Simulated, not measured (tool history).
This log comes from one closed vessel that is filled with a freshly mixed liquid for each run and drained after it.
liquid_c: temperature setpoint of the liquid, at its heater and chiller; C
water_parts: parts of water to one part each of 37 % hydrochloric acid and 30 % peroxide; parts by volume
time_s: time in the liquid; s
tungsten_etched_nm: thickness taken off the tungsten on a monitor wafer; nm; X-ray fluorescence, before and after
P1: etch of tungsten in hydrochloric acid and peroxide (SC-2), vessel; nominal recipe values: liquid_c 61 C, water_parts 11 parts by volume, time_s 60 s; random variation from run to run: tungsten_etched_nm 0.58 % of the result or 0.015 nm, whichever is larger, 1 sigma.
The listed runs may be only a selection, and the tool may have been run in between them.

run,hour,liquid_c,water_parts,time_s,hours since the thermometer was replaced,hours since the chemicals flow meter was replaced,hours since the drum of peroxide was connected,tungsten_etched_nm
1,7.4,61,11,60,263.1,1230.6,625.6,40.623
2,17.6,61,11,60,273.3,1240.8,635.8,40.275
3,32.6,61,11,60,288.3,1255.8,650.8,40.386
4,43.4,45.5,11,60,299.1,1266.6,661.6,14.743
5,54,61,11,60,309.7,1277.2,672.2,40.568
# hour 55.8: new drum of peroxide connected
# hour 65.1: chemicals flow meter replaced
6,65.2,72,11,60,320.9,0.2,9.4,78.763
7,80.4,61,11,85,336.1,15.4,24.6,57.084
# hour 82.5: thermometer replaced
8,95.2,61,11,30,12.8,30.2,39.4,20.306
9,105.8,61,11,60,23.4,40.8,50,40.13
10,115.8,61,4,60,33.4,50.8,60,87.847
11,126.7,61,15,60,44.3,61.7,70.9,30.642

Predict the results of run 12:
12,137.9,48.5,4,60,55.5,72.9,82.1,?

{"run 12": {"tungsten_etched_nm": 39.115}}
